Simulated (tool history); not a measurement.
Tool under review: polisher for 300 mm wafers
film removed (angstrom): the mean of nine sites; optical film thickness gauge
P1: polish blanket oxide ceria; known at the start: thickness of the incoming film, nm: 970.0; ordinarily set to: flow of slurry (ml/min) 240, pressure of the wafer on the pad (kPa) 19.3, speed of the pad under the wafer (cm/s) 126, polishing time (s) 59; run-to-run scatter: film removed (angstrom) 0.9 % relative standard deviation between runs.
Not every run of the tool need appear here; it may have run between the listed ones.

run	hour	flow of slurry (ml/min)	pressure of the wafer on the pad (kPa)	speed of the pad under the wafer (cm/s)	polishing time (s)	wafers polished on this pad	hours since the slurry nozzle was cleaned	hours since the head pressure was calibrated	film removed (angstrom)
1	4.8	240	19.3	126	59	341	119.1	273.7	2465.5
2	7.1	240	19.3	56	59	366	121.4	276	1089.2
3	11.5	240	19.3	126	59	414	125.8	280.4	2473.9
4	15	240	27.6	126	59	452	129.3	283.9	3529.8
5	19.2	240	19.3	126	43	498	133.5	288.1	1801.1
6	22.7	240	19.3	74	80	536	137	291.6	1953.1
7	26.3	145	19.3	126	59	576	140.6	295.2	2260
8	29.2	240	19.3	126	59	607	143.5	298.1	2482.2
9	34	240	19.3	184	59	660	148.3	302.9	3609.5
10	36.9	320	19.3	126	59	691	151.2	305.8	2522
11	39.8	240	19.3	126	88	723	154.1	308.7	3709.1
12	44.2	240	19.3	126	59	771	158.5	313.1	2416.8
13	48.8	240	19.3	126	59	821	163.1	317.7	2479.7
14	51.2	240	19.3	126	59	848	165.5	320.1	2470.3
15	55	240	14.5	126	59	889	169.3	323.9	1837.7
16	59	240	19.3	126	59	933	173.3	327.9	2454.2

Forecast run 17:
17	61.9	240	19.3	126	59	964	176.2	330.8	?

{"run 17": {"film removed (angstrom)": 2453}}
